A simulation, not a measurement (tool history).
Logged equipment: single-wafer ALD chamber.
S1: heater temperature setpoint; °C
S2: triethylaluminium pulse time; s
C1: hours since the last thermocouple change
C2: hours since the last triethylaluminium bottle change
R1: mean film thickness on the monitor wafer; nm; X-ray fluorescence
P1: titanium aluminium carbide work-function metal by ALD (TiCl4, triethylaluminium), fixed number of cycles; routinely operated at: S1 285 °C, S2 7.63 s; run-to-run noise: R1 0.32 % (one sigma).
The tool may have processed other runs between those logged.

Run 1, hour 7.9: S1 285 °C, S2 7.63 s; C1 1954.5; C2 946.7. Result: R1 1.8506 nm.
Run 2, hour 16.4: S1 285 °C, S2 7.63 s; C1 1963; C2 955.2. Result: R1 1.8703 nm.
Run 3, hour 21.4: S1 266 °C, S2 3.71 s; C1 1968; C2 960.2. Result: R1 1.3216 nm.
Run 4, hour 28.8: S1 268 °C, S2 7.63 s; C1 1975.4; C2 967.6. Result: R1 1.7174 nm.
Run 5, hour 33.4: S1 272 °C, S2 12.33 s; C1 1980; C2 972.2. Result: R1 1.864 nm.
Run 6, hour 41.2: S1 285 °C, S2 7.63 s; C1 1987.8; C2 980. Result: R1 1.8593 nm.
Run 7, hour 47.7: S1 285 °C, S2 7.63 s; C1 1994.3; C2 986.5. Result: R1 1.8611 nm.
Run 8, hour 53.4: S1 285 °C, S2 3.25 s; C1 2000; C2 992.2. Result: R1 1.3494 nm.
Run 9, hour 59.4: S1 295 °C, S2 10.52 s; C1 2006; C2 998.2. Result: R1 2.0457 nm.
Run 10, hour 67.1: S1 285 °C, S2 11.33 s; C1 2013.7; C2 1005.9. Result: R1 1.9725 nm.
Run 11, hour 73: S1 306 °C, S2 7.63 s; C1 2019.6; C2 1011.8. Result: R1 2.0428 nm.

Run 12 comes next. What will it give?
Run 12, hour 78.5: S1 285 °C, S2 7.63 s; C1 2025.1; C2 1017.3. Result: R1 ?.

R1: 1.8653 nm
